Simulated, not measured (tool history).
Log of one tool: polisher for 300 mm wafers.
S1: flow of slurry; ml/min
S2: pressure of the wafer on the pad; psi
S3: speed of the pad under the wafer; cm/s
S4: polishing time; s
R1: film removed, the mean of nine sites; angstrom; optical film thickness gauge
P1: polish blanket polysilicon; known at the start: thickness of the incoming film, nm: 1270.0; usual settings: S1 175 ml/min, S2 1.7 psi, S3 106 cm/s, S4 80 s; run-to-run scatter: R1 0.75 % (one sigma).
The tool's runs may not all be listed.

{"run": 1, "hour": 9.2, "S1": 175, "S2": 1.7, "S3": 106, "S4": 80, "R1": 3423.2}
{"run": 2, "hour": 19.0, "S1": 175, "S2": 1.7, "S3": 106, "S4": 80, "R1": 3450.9}
{"run": 3, "hour": 31.4, "S1": 175, "S2": 1.7, "S3": 48, "S4": 80, "R1": 1549.5}
{"run": 4, "hour": 41.0, "S1": 175, "S2": 0.9, "S3": 106, "S4": 80, "R1": 1828.0}
{"run": 5, "hour": 51.9, "S1": 265, "S2": 1.7, "S3": 106, "S4": 80, "R1": 3650.3}
{"run": 6, "hour": 62.5, "S1": 175, "S2": 2.5, "S3": 106, "S4": 80, "R1": 5108.3}
{"run": 7, "hour": 70.8, "S1": 175, "S2": 1.7, "S3": 106, "S4": 80, "R1": 3425.1}
{"run": 8, "hour": 83.9, "S1": 175, "S2": 1.7, "S3": 106, "S4": 80, "R1": 3428.9}
{"run": 9, "hour": 99.9, "S1": 175, "S2": 1.7, "S3": 106, "S4": 80, "R1": 3462.7}
{"hour": 104.9, "done": "slurry nozzle cleaned"}
{"run": 10, "hour": 107.9, "S1": 175, "S2": 1.7, "S3": 106, "S4": 80, "R1": 3502.7}
{"run": 11, "hour": 116.6, "S1": 175, "S2": 2.5, "S3": 106, "S4": 115, "R1": 7304.0}
{"run": 12, "hour": 128.2, "S1": 175, "S2": 1.7, "S3": 106, "S4": 36, "R1": 1564.4}
{"run": 13, "hour": 141.9, "S1": 175, "S2": 1.7, "S3": 158, "S4": 80, "R1": 5168.4}
{"run": 14, "hour": 149.4, "S1": 175, "S2": 1.7, "S3": 106, "S4": 120, "R1": 5296.5}
{"run": 15, "hour": 160.7, "S1": 175, "S2": 1.3, "S3": 106, "S4": 116, "R1": 3851.7}
{"run": 16, "hour": 175.1, "S1": 105, "S2": 1.7, "S3": 106, "S4": 80, "R1": 3138.8}
{"run": 17, "hour": 185.2, "S1": 250, "S2": 1.7, "S3": 106, "S4": 104, "R1": 4690.2}
{"run": 18, "hour": 201.4, "S1": 175, "S2": 1.7, "S3": 106, "S4": 80, "R1": 3476.3}
{"run": 19, "hour": 216.4, "S1": 175, "S2": 1.7, "S3": 106, "S4": 80, "R1": 3242.7}

Forecast run 20:
{"run": 20, "hour": 224.4, "S1": 175, "S2": 1.7, "S3": 106, "S4": 80, "R1": "?"}

R1: 3222.1 angstrom
